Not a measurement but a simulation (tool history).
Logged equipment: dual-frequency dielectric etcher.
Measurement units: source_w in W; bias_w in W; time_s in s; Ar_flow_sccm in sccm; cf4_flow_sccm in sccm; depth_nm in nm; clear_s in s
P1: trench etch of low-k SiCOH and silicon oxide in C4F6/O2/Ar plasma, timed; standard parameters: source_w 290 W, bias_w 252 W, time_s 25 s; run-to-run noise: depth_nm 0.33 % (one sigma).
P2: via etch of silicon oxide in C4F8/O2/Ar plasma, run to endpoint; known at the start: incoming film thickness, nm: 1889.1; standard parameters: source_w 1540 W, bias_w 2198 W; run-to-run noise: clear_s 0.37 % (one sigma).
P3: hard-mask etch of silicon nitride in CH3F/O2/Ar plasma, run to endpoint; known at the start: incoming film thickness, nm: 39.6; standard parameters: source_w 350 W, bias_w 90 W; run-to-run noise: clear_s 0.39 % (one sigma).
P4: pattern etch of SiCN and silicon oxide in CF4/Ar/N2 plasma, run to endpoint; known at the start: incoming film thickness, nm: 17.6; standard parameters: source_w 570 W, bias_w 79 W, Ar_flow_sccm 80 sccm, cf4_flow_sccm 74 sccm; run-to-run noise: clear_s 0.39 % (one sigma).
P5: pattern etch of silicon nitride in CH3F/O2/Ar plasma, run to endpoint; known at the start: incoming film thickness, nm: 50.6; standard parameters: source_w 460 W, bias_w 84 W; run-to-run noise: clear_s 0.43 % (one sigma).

{"run": 1, "hour": 10.2, "process": "P1", "source_w": 290, "bias_w": 252, "time_s": 25, "depth_nm": 80.072}
{"run": 2, "hour": 15.8, "process": "P3", "source_w": 350, "bias_w": 73, "clear_s": 60.463}
{"run": 3, "hour": 21.5, "process": "P1", "source_w": 360, "bias_w": 252, "time_s": 25, "depth_nm": 86.876}
{"run": 4, "hour": 26.4, "process": "P1", "source_w": 290, "bias_w": 193, "time_s": 25, "depth_nm": 72.88}
{"run": 5, "hour": 36.2, "process": "P4", "source_w": 760, "bias_w": 79, "Ar_flow_sccm": 80, "cf4_flow_sccm": 74, "clear_s": 11.649}
{"run": 6, "hour": 43.5, "process": "P4", "source_w": 570, "bias_w": 79, "Ar_flow_sccm": 80, "cf4_flow_sccm": 74, "clear_s": 15.166}
{"run": 7, "hour": 50.8, "process": "P2", "source_w": 1540, "bias_w": 2938, "clear_s": 356.43}
{"run": 8, "hour": 56.5, "process": "P1", "source_w": 290, "bias_w": 252, "time_s": 15, "depth_nm": 48.064}
{"run": 9, "hour": 63.5, "process": "P4", "source_w": 570, "bias_w": 79, "Ar_flow_sccm": 80, "cf4_flow_sccm": 89, "clear_s": 14.734}
{"run": 10, "hour": 69.2, "process": "P1", "source_w": 290, "bias_w": 252, "time_s": 25, "depth_nm": 79.97}
{"run": 11, "hour": 75.5, "process": "P4", "source_w": 570, "bias_w": 48, "Ar_flow_sccm": 80, "cf4_flow_sccm": 74, "clear_s": 17.594}
{"run": 12, "hour": 82.0, "process": "P2", "source_w": 1540, "bias_w": 2198, "clear_s": 391.76}
{"run": 13, "hour": 91.0, "process": "P1", "source_w": 290, "bias_w": 252, "time_s": 25, "depth_nm": 79.988}
{"run": 14, "hour": 100.2, "process": "P5", "source_w": 460, "bias_w": 69, "clear_s": 68.61}
{"run": 15, "hour": 105.0, "process": "P1", "source_w": 290, "bias_w": 252, "time_s": 34, "depth_nm": 109.12}
{"run": 16, "hour": 110.6, "process": "P5", "source_w": 460, "bias_w": 84, "clear_s": 64.689}
{"run": 17, "hour": 115.5, "process": "P3", "source_w": 480, "bias_w": 90, "clear_s": 49.903}
{"run": 18, "hour": 121.5, "process": "P2", "source_w": 1110, "bias_w": 2198, "clear_s": 445.97}
{"run": 19, "hour": 131.8, "process": "P1", "source_w": 180, "bias_w": 252, "time_s": 25, "depth_nm": 66.672}
{"run": 20, "hour": 137.9, "process": "P1", "source_w": 210, "bias_w": 252, "time_s": 17, "depth_nm": 47.983}
{"run": 21, "hour": 146.5, "process": "P1", "source_w": 290, "bias_w": 309, "time_s": 25, "depth_nm": 85.416}
{"run": 22, "hour": 151.7, "process": "P2", "source_w": 1540, "bias_w": 2198, "clear_s": 393.29}
{"run": 23, "hour": 157.0, "process": "P1", "source_w": 290, "bias_w": 252, "time_s": 25, "depth_nm": 80.276}
{"run": 24, "hour": 166.9, "process": "P4", "source_w": 570, "bias_w": 79, "Ar_flow_sccm": 95, "cf4_flow_sccm": 74, "clear_s": 15.482}
{"run": 25, "hour": 175.5, "process": "P3", "source_w": 350, "bias_w": 90, "clear_s": 56.217}
{"run": 26, "hour": 181.6, "process": "P4", "source_w": 570, "bias_w": 79, "Ar_flow_sccm": 80, "cf4_flow_sccm": 74, "clear_s": 15.213}
{"run": 27, "hour": 188.7, "process": "P1", "source_w": 290, "bias_w": 252, "time_s": 25, "depth_nm": 80.215}
{"run": 28, "hour": 195.1, "process": "P5", "source_w": 580, "bias_w": 84, "clear_s": 59.264}
{"run": 29, "hour": 203.9, "process": "P1", "source_w": 290, "bias_w": 252, "time_s": 25, "depth_nm": 80.184}
{"run": 30, "hour": 208.8, "process": "P1", "source_w": 290, "bias_w": 252, "time_s": 25, "depth_nm": 80.53}
{"run": 31, "hour": 215.2, "process": "P1", "source_w": 290, "bias_w": 252, "time_s": 25, "depth_nm": 80.737}
{"run": 32, "hour": 224.8, "process": "P1", "source_w": 290, "bias_w": 252, "time_s": 25, "depth_nm": 81.019}
{"hour": 225.0, "done": "wet clean of the chamber"}
{"run": 33, "hour": 231.9, "process": "P1", "source_w": 290, "bias_w": 252, "time_s": 25, "depth_nm": 80.936}
{"run": 34, "hour": 237.2, "process": "P1", "source_w": 290, "bias_w": 252, "time_s": 25, "depth_nm": 81.203}
{"run": 35, "hour": 247.0, "process": "P1", "source_w": 290, "bias_w": 252, "time_s": 25, "depth_nm": 81.837}

P1 has crept away from where it was. The log is fitted equally well by each of these 2 causes, at the sizes shown:
A: bias power that arrives over what is set, % = 4.85
B: source power that arrives over what is set, % = 4.42
Onset of the creep was near hour 203.9.
Other possible causes, and why each is ruled out:
chamber walls in a state that raises the etch rate, %: serviced at hour 225, after the drift had started, without restoring the earlier output

Which of the 4 check runs listed below, each an average over 2 wafers with its results shown as question marks, gives clearly different results under the different listed causes?
{"run": "check 1", "hour": 256.8, "process": "P3", "source_w": 350, "bias_w": 90, "clear_s": "?"}
{"run": "check 2", "hour": 256.8, "process": "P4", "source_w": 570, "bias_w": 79, "Ar_flow_sccm": 80, "cf4_flow_sccm": 74, "clear_s": "?"}
{"run": "check 3", "hour": 256.8, "process": "P2", "source_w": 1540, "bias_w": 2198, "clear_s": "?"}
{"run": "check 4", "hour": 256.8, "process": "P5", "source_w": 460, "bias_w": 84, "clear_s": "?"}

What each check would give under each cause:
check=check_1 result=clear_s if_A=55.198 if_B=55.259
check=check_2 result=clear_s if_A=14.878 if_B=14.542
check=check_3 result=clear_s if_A=386.21 if_B=385.08
check=check_4 result=clear_s if_A=63.301 if_B=63.325
Smallest distance between any two causes, each pair judged by its most separating result, in per cent: check 1 0.11 %; check 2 2.29 %; check 3 0.29 %; check 4 0.04 %
Only check 2 tells the causes apart: in the others they would give nearly the same result.

Running check 2 produced the following: clear_s 14.486 s. Which one of the listed causes fits?

B is the cause: source power that arrives over what is set, %.
